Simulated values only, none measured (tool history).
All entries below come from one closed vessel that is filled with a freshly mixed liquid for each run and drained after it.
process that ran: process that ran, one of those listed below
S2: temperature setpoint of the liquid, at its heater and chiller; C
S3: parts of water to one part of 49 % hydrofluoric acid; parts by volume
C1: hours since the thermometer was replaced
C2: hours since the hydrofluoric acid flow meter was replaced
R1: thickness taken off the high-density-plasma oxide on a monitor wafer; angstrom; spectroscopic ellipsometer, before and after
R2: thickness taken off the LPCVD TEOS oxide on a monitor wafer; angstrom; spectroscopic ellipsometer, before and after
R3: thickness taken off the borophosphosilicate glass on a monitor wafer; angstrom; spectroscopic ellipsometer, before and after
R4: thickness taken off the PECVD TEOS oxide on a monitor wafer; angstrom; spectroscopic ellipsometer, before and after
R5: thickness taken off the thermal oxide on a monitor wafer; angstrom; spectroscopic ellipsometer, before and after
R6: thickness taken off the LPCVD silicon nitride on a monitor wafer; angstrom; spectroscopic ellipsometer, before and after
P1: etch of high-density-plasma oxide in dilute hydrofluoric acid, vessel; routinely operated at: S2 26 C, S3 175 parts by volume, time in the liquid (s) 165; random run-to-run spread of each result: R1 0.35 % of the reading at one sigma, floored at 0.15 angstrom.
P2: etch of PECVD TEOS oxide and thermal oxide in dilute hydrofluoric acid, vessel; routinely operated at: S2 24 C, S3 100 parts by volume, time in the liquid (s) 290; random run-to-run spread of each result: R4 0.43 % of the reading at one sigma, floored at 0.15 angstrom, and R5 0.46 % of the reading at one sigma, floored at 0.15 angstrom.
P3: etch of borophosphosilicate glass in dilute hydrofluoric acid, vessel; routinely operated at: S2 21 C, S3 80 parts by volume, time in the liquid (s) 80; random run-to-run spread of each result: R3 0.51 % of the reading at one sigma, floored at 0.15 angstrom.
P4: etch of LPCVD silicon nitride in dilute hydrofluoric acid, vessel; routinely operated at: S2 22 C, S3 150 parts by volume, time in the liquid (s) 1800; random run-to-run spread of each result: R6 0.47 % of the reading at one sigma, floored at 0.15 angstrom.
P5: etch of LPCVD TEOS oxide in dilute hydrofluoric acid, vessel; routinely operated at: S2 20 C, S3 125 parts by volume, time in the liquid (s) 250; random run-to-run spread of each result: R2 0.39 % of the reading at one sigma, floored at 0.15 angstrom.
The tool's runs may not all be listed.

{"run": 1, "hour": 5.6, "process that ran": "P1", "S2": 26, "S3": 175, "time in the liquid (s)": 165, "C1": 95, "C2": 272.8, "R1": 69.907}
{"run": 2, "hour": 16.6, "process that ran": "P5", "S2": 20, "S3": 220, "time in the liquid (s)": 250, "C1": 106, "C2": 283.8, "R2": 149.73}
{"run": 3, "hour": 23.2, "process that ran": "P3", "S2": 21, "S3": 145, "time in the liquid (s)": 80, "C1": 112.6, "C2": 290.4, "R3": 259.9}
{"run": 4, "hour": 30.0, "process that ran": "P5", "S2": 20, "S3": 125, "time in the liquid (s)": 70, "C1": 119.4, "C2": 297.2, "R2": 80.982}
{"run": 5, "hour": 38.2, "process that ran": "P2", "S2": 18, "S3": 100, "time in the liquid (s)": 290, "C1": 127.6, "C2": 305.4, "R4": 223.78, "R5": 106.93}
{"run": 6, "hour": 46.3, "process that ran": "P4", "S2": 22, "S3": 150, "time in the liquid (s)": 925, "C1": 135.7, "C2": 313.5, "R6": 26.576}
{"run": 7, "hour": 55.3, "process that ran": "P3", "S2": 21, "S3": 80, "time in the liquid (s)": 80, "C1": 144.7, "C2": 322.5, "R3": 502.2}
{"run": 8, "hour": 65.6, "process that ran": "P1", "S2": 26, "S3": 175, "time in the liquid (s)": 165, "C1": 155, "C2": 332.8, "R1": 70.121}
{"run": 9, "hour": 71.4, "process that ran": "P3", "S2": 21, "S3": 80, "time in the liquid (s)": 80, "C1": 160.8, "C2": 338.6, "R3": 507.57}
{"run": 10, "hour": 81.0, "process that ran": "P1", "S2": 26, "S3": 175, "time in the liquid (s)": 165, "C1": 170.4, "C2": 348.2, "R1": 70.045}
{"run": 11, "hour": 86.2, "process that ran": "P1", "S2": 19.5, "S3": 45, "time in the liquid (s)": 165, "C1": 175.6, "C2": 353.4, "R1": 245.32}
{"run": 12, "hour": 97.0, "process that ran": "P3", "S2": 21, "S3": 80, "time in the liquid (s)": 30, "C1": 186.4, "C2": 364.2, "R3": 191.32}
{"run": 13, "hour": 101.8, "process that ran": "P1", "S2": 26, "S3": 90, "time in the liquid (s)": 165, "C1": 191.2, "C2": 369, "R1": 150.35}
{"run": 14, "hour": 108.5, "process that ran": "P2", "S2": 24, "S3": 180, "time in the liquid (s)": 290, "C1": 197.9, "C2": 375.7, "R4": 143.16, "R5": 69.582}
{"run": 15, "hour": 115.3, "process that ran": "P2", "S2": 24, "S3": 100, "time in the liquid (s)": 290, "C1": 204.7, "C2": 382.5, "R4": 284.89, "R5": 137.16}
{"run": 16, "hour": 121.7, "process that ran": "P5", "S2": 20, "S3": 125, "time in the liquid (s)": 250, "C1": 211.1, "C2": 388.9, "R2": 287.85}
{"hour": 122.7, "done": "hydrofluoric acid flow meter replaced"}
{"run": 17, "hour": 128.0, "process that ran": "P5", "S2": 17, "S3": 125, "time in the liquid (s)": 250, "C1": 217.4, "C2": 5.4, "R2": 256.28}
{"run": 18, "hour": 135.7, "process that ran": "P4", "S2": 22, "S3": 150, "time in the liquid (s)": 1800, "C1": 225.1, "C2": 13.1, "R6": 52.709}
{"run": 19, "hour": 145.0, "process that ran": "P1", "S2": 26, "S3": 175, "time in the liquid (s)": 165, "C1": 234.4, "C2": 22.4, "R1": 69.869}
{"run": 20, "hour": 152.0, "process that ran": "P1", "S2": 19.5, "S3": 175, "time in the liquid (s)": 165, "C1": 241.4, "C2": 29.4, "R1": 54.521}
{"run": 21, "hour": 159.5, "process that ran": "P2", "S2": 24, "S3": 100, "time in the liquid (s)": 30, "C1": 248.9, "C2": 36.9, "R4": 29.067, "R5": 14.087}
{"run": 22, "hour": 169.6, "process that ran": "P1", "S2": 26, "S3": 175, "time in the liquid (s)": 30, "C1": 259, "C2": 47, "R1": 12.812}
{"run": 23, "hour": 175.9, "process that ran": "P5", "S2": 20, "S3": 125, "time in the liquid (s)": 250, "C1": 265.3, "C2": 53.3, "R2": 291.18}
{"run": 24, "hour": 185.3, "process that ran": "P1", "S2": 26, "S3": 320, "time in the liquid (s)": 165, "C1": 274.7, "C2": 62.7, "R1": 32.845}
{"run": 25, "hour": 196.3, "process that ran": "P1", "S2": 33, "S3": 175, "time in the liquid (s)": 165, "C1": 285.7, "C2": 73.7, "R1": 89.752}
{"run": 26, "hour": 205.2, "process that ran": "P1", "S2": 26, "S3": 175, "time in the liquid (s)": 280, "C1": 294.6, "C2": 82.6, "R1": 118.45}
{"run": 27, "hour": 210.4, "process that ran": "P2", "S2": 24, "S3": 100, "time in the liquid (s)": 290, "C1": 299.8, "C2": 87.8, "R4": 283.13, "R5": 136.79}
{"run": 28, "hour": 220.3, "process that ran": "P4", "S2": 22, "S3": 30, "time in the liquid (s)": 1800, "C1": 309.7, "C2": 97.7, "R6": 251.9}
{"run": 29, "hour": 229.1, "process that ran": "P1", "S2": 26, "S3": 255, "time in the liquid (s)": 30, "C1": 318.5, "C2": 106.5, "R1": 7.8145}
{"run": 30, "hour": 236.4, "process that ran": "P4", "S2": 30, "S3": 150, "time in the liquid (s)": 1800, "C1": 325.8, "C2": 113.8, "R6": 87.175}
{"run": 31, "hour": 243.4, "process that ran": "P3", "S2": 29, "S3": 80, "time in the liquid (s)": 80, "C1": 332.8, "C2": 120.8, "R3": 695.89}
{"run": 32, "hour": 252.3, "process that ran": "P1", "S2": 26, "S3": 175, "time in the liquid (s)": 165, "C1": 341.7, "C2": 129.7, "R1": 69.809}
{"run": 33, "hour": 260.4, "process that ran": "P1", "S2": 26, "S3": 175, "time in the liquid (s)": 165, "C1": 349.8, "C2": 137.8, "R1": 71.539}
{"run": 34, "hour": 270.5, "process that ran": "P1", "S2": 26, "S3": 175, "time in the liquid (s)": 165, "C1": 359.9, "C2": 147.9, "R1": 73.459}
{"run": 35, "hour": 278.6, "process that ran": "P1", "S2": 26, "S3": 175, "time in the liquid (s)": 165, "C1": 368, "C2": 156, "R1": 73.798}
{"run": 36, "hour": 287.3, "process that ran": "P1", "S2": 26, "S3": 175, "time in the liquid (s)": 165, "C1": 376.7, "C2": 164.7, "R1": 73.99}
{"run": 37, "hour": 292.5, "process that ran": "P1", "S2": 26, "S3": 175, "time in the liquid (s)": 165, "C1": 381.9, "C2": 169.9, "R1": 74.945}
{"run": 38, "hour": 301.9, "process that ran": "P1", "S2": 26, "S3": 175, "time in the liquid (s)": 165, "C1": 391.3, "C2": 179.3, "R1": 74.69}
{"run": 39, "hour": 310.7, "process that ran": "P1", "S2": 26, "S3": 175, "time in the liquid (s)": 165, "C1": 400.1, "C2": 188.1, "R1": 75.325}
{"run": 40, "hour": 320.9, "process that ran": "P1", "S2": 26, "S3": 175, "time in the liquid (s)": 165, "C1": 410.3, "C2": 198.3, "R1": 74.8}

Compared with where it was, what P1 gives has crept away. Each cause listed below fits the log as well as the rest, at the size given for it:
A: hydrofluoric acid flow above the setpoint (%) = 5.88
B: liquid hotter than its thermometer reads (K) = 1.89
The drift started at roughly hour 252.3.

Each of the 4 check runs below uses one wafer; its results are left as question marks. Which run tells the causes apart?
{"run": "check 1", "hour": 331.1, "process that ran": "P3", "S2": 28.5, "S3": 80, "time in the liquid (s)": 80, "R3": "?"}
{"run": "check 2", "hour": 331.1, "process that ran": "P2", "S2": 24, "S3": 175, "time in the liquid (s)": 290, "R4": "?", "R5": "?"}
{"run": "check 3", "hour": 331.1, "process that ran": "P5", "S2": 20, "S3": 220, "time in the liquid (s)": 250, "R2": "?"}
{"run": "check 4", "hour": 331.1, "process that ran": "P4", "S2": 29, "S3": 150, "time in the liquid (s)": 1065, "R6": "?"}

Expected result of each check under each candidate cause:
check=check_1 result=R3 if_A=729.41 if_B=736.08
check=check_2 result=R4 if_A=159.12 if_B=159.5
check=check_2 result=R5 if_A=76.925 if_B=77.106
check=check_3 result=R2 if_A=160.35 if_B=160.74
check=check_4 result=R6 if_A=51.272 if_B=54.336
Smallest distance between any two causes, each pair judged by its most separating result, in per cent: check 1 0.91 %; check 2 0.23 %; check 3 0.24 %; check 4 5.8 %
Check 4 is the one run that separates the causes; every other check would come out nearly the same whichever cause is at work.

After running check 4, the following was obtained: R6 51.473 angstrom. Which cause does this point to?

It is A: hydrofluoric acid flow above the setpoint (%).
